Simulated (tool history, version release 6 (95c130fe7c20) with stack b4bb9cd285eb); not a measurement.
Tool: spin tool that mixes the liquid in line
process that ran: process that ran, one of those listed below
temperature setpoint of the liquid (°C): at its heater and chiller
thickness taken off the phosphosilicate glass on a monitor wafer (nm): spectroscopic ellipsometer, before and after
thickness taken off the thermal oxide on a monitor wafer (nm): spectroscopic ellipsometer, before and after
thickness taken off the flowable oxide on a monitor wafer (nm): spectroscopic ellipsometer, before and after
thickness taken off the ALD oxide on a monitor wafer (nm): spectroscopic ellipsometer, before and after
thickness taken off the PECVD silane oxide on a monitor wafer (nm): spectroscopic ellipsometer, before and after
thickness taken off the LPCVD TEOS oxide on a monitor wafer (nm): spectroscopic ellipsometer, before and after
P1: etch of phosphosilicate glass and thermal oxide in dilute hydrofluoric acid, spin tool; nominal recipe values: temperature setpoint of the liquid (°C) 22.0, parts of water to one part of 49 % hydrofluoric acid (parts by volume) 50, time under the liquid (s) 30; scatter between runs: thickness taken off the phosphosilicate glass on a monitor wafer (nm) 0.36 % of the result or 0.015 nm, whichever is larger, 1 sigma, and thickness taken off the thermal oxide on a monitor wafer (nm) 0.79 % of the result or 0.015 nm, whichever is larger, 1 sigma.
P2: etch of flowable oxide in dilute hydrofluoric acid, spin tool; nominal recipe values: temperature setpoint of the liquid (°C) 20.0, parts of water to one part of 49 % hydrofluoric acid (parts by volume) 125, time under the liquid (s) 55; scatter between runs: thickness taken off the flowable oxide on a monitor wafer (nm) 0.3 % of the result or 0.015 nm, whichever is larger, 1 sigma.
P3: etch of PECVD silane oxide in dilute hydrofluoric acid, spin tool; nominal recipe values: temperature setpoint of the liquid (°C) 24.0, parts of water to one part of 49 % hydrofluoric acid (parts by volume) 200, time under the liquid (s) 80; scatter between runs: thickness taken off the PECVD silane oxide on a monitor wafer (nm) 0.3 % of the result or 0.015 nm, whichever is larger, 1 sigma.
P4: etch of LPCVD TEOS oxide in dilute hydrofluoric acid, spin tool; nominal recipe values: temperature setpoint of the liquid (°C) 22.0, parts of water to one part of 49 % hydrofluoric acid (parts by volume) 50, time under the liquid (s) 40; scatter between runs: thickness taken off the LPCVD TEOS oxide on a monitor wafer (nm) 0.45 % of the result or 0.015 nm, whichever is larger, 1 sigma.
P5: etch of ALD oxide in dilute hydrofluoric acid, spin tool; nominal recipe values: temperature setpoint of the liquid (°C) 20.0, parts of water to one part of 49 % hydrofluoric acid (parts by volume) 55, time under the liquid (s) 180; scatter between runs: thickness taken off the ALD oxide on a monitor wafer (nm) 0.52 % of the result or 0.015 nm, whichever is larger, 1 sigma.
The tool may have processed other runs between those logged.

run   hour  process that ran  temperature setpoint of the liquid (°C)  parts of water to one part of 49 % hydrofluoric acid (parts by volume)  time under the liquid (s)  hours since the thermometer was replaced  hours since the hydrofluoric acid flow meter was replaced  thickness taken off the phosphosilicate glass on a monitor wafer (nm)  thickness taken off the thermal oxide on a monitor wafer (nm)  thickness taken off the flowable oxide on a monitor wafer (nm)  thickness taken off the ALD oxide on a monitor wafer (nm)  thickness taken off the PECVD silane oxide on a monitor wafer (nm)  thickness taken off the LPCVD TEOS oxide on a monitor wafer (nm)
  1    4.8                P1                                     22.0                                                                      50                         30                                     149.3                                                      617.4                                                                 64.699                                                         2.7309
  2   10.7                P1                                     22.0                                                                      50                         30                                     155.2                                                      623.3                                                                 64.450                                                         2.7557
  3   16.3                P1                                     22.0                                                                      80                         60                                     160.8                                                      628.9                                                                 78.329                                                         3.2946
  4   22.2                P1                                     22.0                                                                      50                         30                                     166.7                                                      634.8                                                                 63.982                                                         2.7060
  5   25.9                P2                                     20.0                                                                     215                         55                                     170.4                                                      638.5                                                                                                                                                                                                8.4894
  6   30.2                P1                                     27.5                                                                      50                         30                                     174.7                                                      642.8                                                                 81.072                                                         3.4161
  7   35.5                P2                                     20.0                                                                     125                         55                                     180.0                                                      648.1                                                                                                                                                                                               16.0780
  8   41.8                P5                                     20.0                                                                      80                        180                                     186.3                                                      654.4                                                                                                                                                                                                                                                           28.841
  9   47.2                P3                                     32.5                                                                     200                         80                                     191.7                                                      659.8                                                                                                                                                                                                                                                                                                                              13.5390
 10   54.7                P2                                     20.0                                                                     125                         15                                     199.2                                                      667.3                                                                                                                                                                                                4.3797
 11   62.2                P3                                     24.0                                                                      65                         80                                     206.7                                                      674.8                                                                                                                                                                                                                                                                                                                              35.8970
 12   68.5                P1                                     22.0                                                                      50                         15                                     213.0                                                      681.1                                                                 32.229                                                         1.3338
 13   74.9                P1                                     22.0                                                                      50                         30                                     219.4                                                      687.5                                                                 64.430                                                         2.7033
 14   82.5                P4                                     30.0                                                                      50                         40                                     227.0                                                      695.1                                                                                                                                                                                                                                                                                                                                                                                                 56.356
 15   87.4                P1                                     22.0                                                                      50                         30                                     231.9                                                      700.0                                                                 64.531                                                         2.6845
 16   93.0                P1                                     19.0                                                                      50                         15                                     237.5                                                      705.6                                                                 28.337                                                         1.2365
 17   97.3                P2                                     17.0                                                                     125                         55                                     241.8                                                      709.9                                                                                                                                                                                               14.2640
 18  102.2                P3                                     24.0                                                                     200                         15                                     246.7                                                      714.8                                                                                                                                                                                                                                                                                                                               1.8590
 19  106.2                P3                                     24.0                                                                     200                         80                                     250.7                                                      718.8                                                                                                                                                                                                                                                                                                                               9.9257
 20  112.7                P1                                     17.0                                                                      50                         15                                     257.2                                                      725.3                                                                 26.054                                                         1.1065

Predict the results of run 21:
 21  120.2                P4                                     22.0                                                                      20                         40                                     264.7                                                      732.8                                                                                                                                                                                                                                                                                                                                                                                                      ?

For run 21 the tool returned thickness taken off the LPCVD TEOS oxide on a monitor wafer (nm) 105.850.
